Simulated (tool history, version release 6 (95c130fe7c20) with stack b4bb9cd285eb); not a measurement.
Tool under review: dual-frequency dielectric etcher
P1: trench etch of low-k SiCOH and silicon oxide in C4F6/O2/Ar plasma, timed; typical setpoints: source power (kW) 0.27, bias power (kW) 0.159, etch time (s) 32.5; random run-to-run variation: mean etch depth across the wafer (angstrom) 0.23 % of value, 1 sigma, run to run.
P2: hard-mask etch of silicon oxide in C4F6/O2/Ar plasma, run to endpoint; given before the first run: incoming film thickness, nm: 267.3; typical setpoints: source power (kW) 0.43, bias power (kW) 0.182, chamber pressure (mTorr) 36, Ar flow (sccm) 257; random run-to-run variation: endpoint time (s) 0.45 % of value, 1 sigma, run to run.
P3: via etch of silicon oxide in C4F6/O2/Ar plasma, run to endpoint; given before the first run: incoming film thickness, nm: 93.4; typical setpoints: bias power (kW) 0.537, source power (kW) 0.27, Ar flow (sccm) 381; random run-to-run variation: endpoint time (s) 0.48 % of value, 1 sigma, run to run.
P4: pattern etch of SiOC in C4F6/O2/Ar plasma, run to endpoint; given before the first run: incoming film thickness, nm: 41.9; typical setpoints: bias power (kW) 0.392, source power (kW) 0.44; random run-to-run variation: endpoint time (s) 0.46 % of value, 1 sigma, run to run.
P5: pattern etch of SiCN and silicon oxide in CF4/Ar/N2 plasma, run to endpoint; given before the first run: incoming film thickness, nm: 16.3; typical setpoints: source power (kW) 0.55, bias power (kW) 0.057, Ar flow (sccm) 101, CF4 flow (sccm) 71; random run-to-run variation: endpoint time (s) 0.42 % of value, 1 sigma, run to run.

| run | hour | process that ran | source power (kW) | bias power (kW) | etch time (s) | Ar flow (sccm) | CF4 flow (sccm) | chamber pressure (mTorr) | mean etch depth across the wafer (angstrom) | endpoint time (s) |
|---|---|---|---|---|---|---|---|---|---|---|
| 1 | 3.2 | P1 | 0.27 | 0.159 | 32.5 |  |  |  | 822.56 |  |
| 2 | 8.1 | P1 | 0.33 | 0.159 | 32.5 |  |  |  | 889.85 |  |
| 3 | 12.2 | P1 | 0.27 | 0.159 | 19.5 |  |  |  | 490.98 |  |
| 4 | 16.9 | P3 | 0.27 | 0.537 |  | 381 |  |  |  | 23.821 |
| 5 | 20.3 | P1 | 0.27 | 0.117 | 32.5 |  |  |  | 748.94 |  |
| 6 | 22.9 | P5 | 0.55 | 0.057 |  | 101 | 71 |  |  | 17.684 |
| 7 | 27.5 | P1 | 0.27 | 0.159 | 32.5 |  |  |  | 822.79 |  |
| 8 | 31.5 | P5 | 0.55 | 0.038 |  | 101 | 71 |  |  | 20.097 |
| 9 | 34.3 | P2 | 0.43 | 0.248 |  | 257 |  | 36 |  | 75.192 |
| 10 | 38.5 | P1 | 0.27 | 0.159 | 43.5 |  |  |  | 1099.6 |  |
| 11 | 41.2 | P1 | 0.27 | 0.159 | 32.5 |  |  |  | 819.35 |  |
| 12 | 45.9 | P5 | 0.55 | 0.057 |  | 72 | 71 |  |  | 16.729 |
| 13 | 48.5 | P3 | 0.17 | 0.537 |  | 381 |  |  |  | 28.514 |
| 14 | 53.3 | P1 | 0.27 | 0.159 | 32.5 |  |  |  | 822.64 |  |
| 15 | 57.4 | P1 | 0.27 | 0.203 | 32.5 |  |  |  | 889.45 |  |
| 16 | 61.3 | P1 | 0.17 | 0.159 | 32.5 |  |  |  | 688.83 |  |
| 17 | 65.9 | P5 | 0.7 | 0.057 |  | 101 | 71 |  |  | 14.298 |
| 18 | 69.3 | P1 | 0.27 | 0.159 | 32.5 |  |  |  | 822.09 |  |
| 19 | 72.8 | P4 | 0.26 | 0.392 |  |  |  |  |  | 17.863 |
| 20 | 78.1 | P5 | 0.55 | 0.057 |  | 101 | 71 |  |  | 17.861 |
| 21 | 82.5 | P4 | 0.44 | 0.392 |  |  |  |  |  | 14.69 |
| 22 | 87.3 | P2 | 0.34 | 0.182 |  | 257 |  | 36 |  | 91.517 |
| 23 | 89.7 | P1 | 0.32 | 0.208 | 32.5 |  |  |  | 957.01 |  |
| 24 | 93.9 | P3 | 0.27 | 0.724 |  | 381 |  |  |  | 21.029 |
| 25 | 97.7 | P1 | 0.27 | 0.159 | 32.5 |  |  |  | 819.74 |  |
| 26 | 102.5 | P4 | 0.44 | 0.392 |  |  |  |  |  | 14.748 |
| 27 | 106.9 | P2 | 0.43 | 0.182 |  | 257 |  | 44.5 |  | 85.606 |
| 28 | 111 | P3 | 0.27 | 0.537 |  | 231 |  |  |  | 22.533 |
| 29 | 113.6 | P4 | 0.44 | 0.279 |  |  |  |  |  | 16.559 |
| 30 | 116.7 | P5 | 0.55 | 0.057 |  | 101 | 86 |  |  | 17.304 |
| 31 | 120.2 | P2 | 0.43 | 0.182 |  | 338 |  | 36 |  | 86.054 |
| 32 | 124.5 | P2 | 0.43 | 0.182 |  | 257 |  | 36 |  | 83.598 |
| 33 | 127.1 | P1 | 0.27 | 0.159 | 32.5 |  |  |  | 818.77 |  |
| 34 | 131.5 | P1 | 0.27 | 0.159 | 32.5 |  |  |  | 824.82 |  |
| 35 | 136 | P1 | 0.27 | 0.159 | 32.5 |  |  |  | 829.28 |  |
| 36 | 141 | P1 | 0.27 | 0.159 | 32.5 |  |  |  | 831.89 |  |
| 37 | 144 | P1 | 0.27 | 0.159 | 32.5 |  |  |  | 835.1 |  |
| 38 | 148.6 | P1 | 0.27 | 0.159 | 32.5 |  |  |  | 828.86 |  |
| 39 | 152.3 | P1 | 0.27 | 0.159 | 32.5 |  |  |  | 832.3 |  |
|  | 154.9 | wet clean of the chamber |
| 40 | 155.1 | P1 | 0.27 | 0.159 | 32.5 |  |  |  | 833.33 |  |
| 41 | 159.3 | P1 | 0.27 | 0.159 | 32.5 |  |  |  | 830.51 |  |
| 42 | 164.2 | P1 | 0.27 | 0.159 | 32.5 |  |  |  | 832.22 |  |
| 43 | 169.2 | P1 | 0.27 | 0.159 | 32.5 |  |  |  | 835.67 |  |

Compared with where it was, what P1 gives has crept away. Each cause listed below fits the log as well as the rest, at the size given for it:
A: bias power that arrives over what is set, % = 4.73
B: source power that arrives over what is set, % = 3.85
Onset of the creep was near hour 127.1.
Ruled out, with reasons:
chamber walls in a state that raises the etch rate, %: was serviced at hour 154.9, once the creep was under way, yet the earlier output never came back

You are offered 4 check runs, listed below with question marks in place of their results; each one averages 2 wafers. Which run separates the listed causes by giving clearly different results for each?
| check 1 | 174.2 | P2 | 0.35 | 0.182 |  | 257 |  | 36 |  | ? |
| check 2 | 174.2 | P5 | 0.55 | 0.039 |  | 101 | 71 |  |  | ? |
| check 3 | 174.2 | P4 | 0.34 | 0.392 |  |  |  |  |  | ? |
| check 4 | 174.2 | P3 | 0.27 | 0.629 |  | 381 |  |  |  | ? |

What each check would give under each cause:
| check | result | if A | if B |
|---|---|---|---|
| check 1 | endpoint time (s) | 89.18 | 89.196 |
| check 2 | endpoint time (s) | 19.619 | 19.213 |
| check 3 | endpoint time (s) | 15.932 | 15.976 |
| check 4 | endpoint time (s) | 21.959 | 22.058 |
Per-check spread between the two closest causes, in the result where they differ most: check 1 0.02 %; check 2 2.09 %; check 3 0.28 %; check 4 0.45 %
Check 2 tells the causes apart: in the others they would give nearly the same result.

Check 2 was then run and gave: endpoint time (s) 19.543. Which cause is it?

It was cause A: bias power that arrives over what is set, %.
